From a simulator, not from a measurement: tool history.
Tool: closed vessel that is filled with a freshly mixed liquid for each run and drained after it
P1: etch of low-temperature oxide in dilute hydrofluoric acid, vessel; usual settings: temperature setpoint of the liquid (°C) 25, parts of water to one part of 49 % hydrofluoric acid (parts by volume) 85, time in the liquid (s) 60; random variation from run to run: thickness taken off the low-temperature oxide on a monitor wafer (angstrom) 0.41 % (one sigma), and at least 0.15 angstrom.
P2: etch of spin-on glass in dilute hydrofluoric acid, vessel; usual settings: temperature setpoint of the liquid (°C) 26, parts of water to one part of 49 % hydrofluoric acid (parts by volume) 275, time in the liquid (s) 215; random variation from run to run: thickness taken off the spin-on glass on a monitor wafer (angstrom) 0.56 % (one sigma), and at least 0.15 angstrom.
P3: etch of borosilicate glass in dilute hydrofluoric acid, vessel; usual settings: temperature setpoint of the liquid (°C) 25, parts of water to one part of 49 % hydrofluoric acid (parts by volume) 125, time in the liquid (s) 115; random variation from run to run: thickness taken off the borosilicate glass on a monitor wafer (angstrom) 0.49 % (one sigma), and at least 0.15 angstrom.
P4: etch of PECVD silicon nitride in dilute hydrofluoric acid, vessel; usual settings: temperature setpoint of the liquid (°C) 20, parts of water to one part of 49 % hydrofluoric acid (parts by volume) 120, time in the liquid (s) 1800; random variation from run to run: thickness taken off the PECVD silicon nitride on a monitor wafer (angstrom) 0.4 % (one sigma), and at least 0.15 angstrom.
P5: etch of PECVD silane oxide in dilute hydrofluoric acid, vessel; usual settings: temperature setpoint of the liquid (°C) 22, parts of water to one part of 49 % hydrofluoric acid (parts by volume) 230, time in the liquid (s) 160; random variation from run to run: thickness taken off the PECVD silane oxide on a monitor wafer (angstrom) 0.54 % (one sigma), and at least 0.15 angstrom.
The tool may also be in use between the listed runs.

| run | hour | process that ran | temperature setpoint of the liquid (°C) | parts of water to one part of 49 % hydrofluoric acid (parts by volume) | time in the liquid (s) | hours since the thermometer was replaced | hours since the hydrofluoric acid flow meter was replaced | thickness taken off the low-temperature oxide on a monitor wafer (angstrom) | thickness taken off the PECVD silane oxide on a monitor wafer (angstrom) | thickness taken off the borosilicate glass on a monitor wafer (angstrom) | thickness taken off the spin-on glass on a monitor wafer (angstrom) | thickness taken off the PECVD silicon nitride on a monitor wafer (angstrom) |
|---|---|---|---|---|---|---|---|---|---|---|---|---|
| 1 | 4.6 | P1 | 25 | 85 | 60 | 1178.1 | 977.9 | 131.62 |  |  |  |  |
| 2 | 14.1 | P5 | 22 | 230 | 160 | 1187.6 | 987.4 |  | 175.49 |  |  |  |
| 3 | 22.3 | P5 | 22 | 230 | 265 | 1195.8 | 995.6 |  | 295.4 |  |  |  |
| 4 | 30.6 | P1 | 17 | 85 | 60 | 1204.1 | 1003.9 | 94.682 |  |  |  |  |
| 5 | 37.6 | P3 | 25 | 125 | 115 | 1211.1 | 1010.9 |  |  | 217.55 |  |  |
| 6 | 46.1 | P1 | 29.5 | 85 | 60 | 1219.6 | 1019.4 | 154.9 |  |  |  |  |
| 7 | 55 | P2 | 26 | 275 | 215 | 1228.5 | 1028.3 |  |  |  | 240.52 |  |
| 8 | 64.5 | P1 | 25 | 85 | 60 | 1238 | 1037.8 | 131.28 |  |  |  |  |
| 9 | 71.3 | P5 | 22 | 230 | 160 | 1244.8 | 1044.6 |  | 176.8 |  |  |  |
| 10 | 80 | P5 | 17 | 230 | 160 | 1253.5 | 1053.3 |  | 146.73 |  |  |  |
| 11 | 88.3 | P1 | 25 | 85 | 60 | 1261.8 | 1061.6 | 129.94 |  |  |  |  |
| 12 | 94.8 | P4 | 20 | 30 | 1800 | 1268.3 | 1068.1 |  |  |  |  | 1367.5 |
| 13 | 99.9 | P1 | 25 | 85 | 60 | 1273.4 | 1073.2 | 130.79 |  |  |  |  |
| 14 | 105.2 | P5 | 22 | 325 | 160 | 1278.7 | 1078.5 |  | 114.81 |  |  |  |
| 15 | 115.2 | P4 | 17 | 120 | 1800 | 1288.7 | 1088.5 |  |  |  |  | 289.35 |
| 16 | 122.6 | P2 | 26 | 275 | 395 | 1296.1 | 1095.9 |  |  |  | 445.86 |  |
| 17 | 128.7 | P1 | 25 | 85 | 60 | 1302.2 | 1102 | 131.03 |  |  |  |  |
| 18 | 138.4 | P1 | 25 | 85 | 60 | 1311.9 | 1111.7 | 131.35 |  |  |  |  |
| 19 | 143.8 | P4 | 20 | 120 | 1800 | 1317.3 | 1117.1 |  |  |  |  | 352.8 |
| 20 | 153.3 | P1 | 25 | 125 | 60 | 1326.8 | 1126.6 | 84.667 |  |  |  |  |
| 21 | 160.1 | P1 | 25 | 85 | 60 | 1333.6 | 1133.4 | 130.52 |  |  |  |  |
| 22 | 169.4 | P2 | 26 | 475 | 215 | 1342.9 | 1142.7 |  |  |  | 117.18 |  |
| 23 | 176.3 | P1 | 25 | 85 | 30 | 1349.8 | 1149.6 | 66.005 |  |  |  |  |
| 24 | 181.7 | P4 | 20 | 120 | 3130 | 1355.2 | 1155 |  |  |  |  | 617.64 |
| 25 | 187.4 | P4 | 20 | 120 | 1800 | 1360.9 | 1160.7 |  |  |  |  | 353.26 |
| 26 | 192.2 | P1 | 17.5 | 85 | 95 | 1365.7 | 1165.5 | 152.17 |  |  |  |  |
| 27 | 202.1 | P3 | 25 | 40 | 115 | 1375.6 | 1175.4 |  |  | 758.09 |  |  |
| 28 | 209.6 | P1 | 30 | 85 | 105 | 1383.1 | 1182.9 | 278.44 |  |  |  |  |
| 29 | 214.8 | P3 | 17 | 125 | 115 | 1388.3 | 1188.1 |  |  | 157.39 |  |  |
| 30 | 221.3 | P1 | 25 | 45 | 60 | 1394.8 | 1194.6 | 260.85 |  |  |  |  |
| 31 | 229.3 | P1 | 25 | 85 | 90 | 1402.8 | 1202.6 | 195.91 |  |  |  |  |
| 32 | 236.5 | P3 | 25 | 125 | 30 | 1410 | 1209.8 |  |  | 56.833 |  |  |
| 33 | 246.5 | P2 | 18.5 | 275 | 215 | 1420 | 1219.8 |  |  |  | 186.88 |  |
| 34 | 251.2 | P1 | 25 | 85 | 60 | 1424.7 | 1224.5 | 130.82 |  |  |  |  |
| 35 | 257.9 | P1 | 25 | 85 | 60 | 1431.4 | 1231.2 | 128.88 |  |  |  |  |
| 36 | 264.7 | P1 | 25 | 85 | 60 | 1438.2 | 1238 | 126.24 |  |  |  |  |
| 37 | 270.2 | P1 | 25 | 85 | 60 | 1443.7 | 1243.5 | 125.54 |  |  |  |  |
| 38 | 275.8 | P1 | 25 | 85 | 60 | 1449.3 | 1249.1 | 125.01 |  |  |  |  |
| 39 | 280.7 | P1 | 25 | 85 | 60 | 1454.2 | 1254 | 123.68 |  |  |  |  |
| 40 | 286.4 | P1 | 25 | 85 | 60 | 1459.9 | 1259.7 | 123.78 |  |  |  |  |
| 41 | 294.3 | P1 | 25 | 85 | 60 | 1467.8 | 1267.6 | 123.46 |  |  |  |  |
| 42 | 304.2 | P1 | 25 | 85 | 60 | 1477.7 | 1277.5 | 124.08 |  |  |  |  |
| 43 | 311.6 | P1 | 25 | 85 | 60 | 1485.1 | 1284.9 | 124.02 |  |  |  |  |

What P1 gives has crept away from where it was. These 2 causes fit the log equally well, each at the size given:
A: liquid colder than its thermometer reads (K) = 1.49
B: hydrofluoric acid flow below the setpoint (%) = 5.2
The creep began at about hour 251.2.

4 check runs are offered, one wafer each, their results left as question marks. Which one tells the causes apart?
| check 1 | 319 | P5 | 17.5 | 230 | 240 |  |  |  | ? |  |  |  |
| check 2 | 319 | P2 | 20 | 275 | 215 |  |  |  |  |  | ? |  |
| check 3 | 319 | P3 | 19 | 125 | 70 |  |  |  |  | ? |  |  |
| check 4 | 319 | P4 | 17 | 50 | 1800 |  |  |  |  |  |  | ? |

What each check would give under each cause:
| check | result | if A | if B |
|---|---|---|---|
| check 1 | thickness taken off the PECVD silane oxide on a monitor wafer (angstrom) | 211.96 | 210.68 |
| check 2 | thickness taken off the spin-on glass on a monitor wafer (angstrom) | 185.48 | 183.37 |
| check 3 | thickness taken off the borosilicate glass on a monitor wafer (angstrom) | 98.001 | 98.062 |
| check 4 | thickness taken off the PECVD silicon nitride on a monitor wafer (angstrom) | 605.98 | 640.12 |
How far apart the two closest causes lie, in the result that separates them most: check 1 0.6 %; check 2 1.14 %; check 3 0.06 %; check 4 5.48 %
Check 4 tells the causes apart: in the others they would give nearly the same result.

Check 4 was then run and gave: thickness taken off the PECVD silicon nitride on a monitor wafer (angstrom) 608.35. Which cause is it?

It is A: liquid colder than its thermometer reads (K).
